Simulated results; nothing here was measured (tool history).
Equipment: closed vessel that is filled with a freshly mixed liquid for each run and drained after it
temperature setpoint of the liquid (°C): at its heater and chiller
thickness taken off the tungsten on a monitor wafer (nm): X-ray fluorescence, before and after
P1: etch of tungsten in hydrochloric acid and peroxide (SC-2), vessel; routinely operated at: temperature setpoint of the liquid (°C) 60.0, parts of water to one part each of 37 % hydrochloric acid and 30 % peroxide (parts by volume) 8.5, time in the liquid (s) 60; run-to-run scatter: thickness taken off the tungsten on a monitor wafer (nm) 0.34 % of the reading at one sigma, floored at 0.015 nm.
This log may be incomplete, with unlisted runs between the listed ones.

run	hour	temperature setpoint of the liquid (°C)	parts of water to one part each of 37 % hydrochloric acid and 30 % peroxide (parts by volume)	time in the liquid (s)	hours since the thermometer was replaced	hours since the chemicals flow meter was replaced	hours since the drum of peroxide was connected	thickness taken off the tungsten on a monitor wafer (nm)
1	7.1	60.0	8.5	60	1625.1	863.1	727.4	28.685
2	16.8	60.0	8.5	60	1634.8	872.8	737.1	28.542
3	21.0	60.0	8.5	60	1639.0	877.0	741.3	28.724
4	26.8	60.0	8.5	105	1644.8	882.8	747.1	50.112
5	36.1	60.0	8.5	60	1654.1	892.1	756.4	28.698
6	43.8	72.0	8.5	60	1661.8	899.8	764.1	59.433
7	53.2	60.0	4.0	60	1671.2	909.2	773.5	50.306
8	57.6	69.5	11.0	60	1675.6	913.6	777.9	41.338
# hour 59.9: thermometer replaced
9	61.8	60.0	8.5	60	1.9	917.8	782.1	28.719
10	67.7	47.5	8.5	60	7.8	923.7	788.0	12.783
# hour 72.3: new drum of peroxide connected
11	75.7	60.0	8.5	30	15.8	931.7	3.4	14.431
12	83.9	60.0	8.5	60	24.0	939.9	11.6	28.619

Expected results for the next run?
13	92.5	60.0	15.0	60	32.6	948.5	20.2	?

Run 13 produced thickness taken off the tungsten on a monitor wafer (nm) 17.727.

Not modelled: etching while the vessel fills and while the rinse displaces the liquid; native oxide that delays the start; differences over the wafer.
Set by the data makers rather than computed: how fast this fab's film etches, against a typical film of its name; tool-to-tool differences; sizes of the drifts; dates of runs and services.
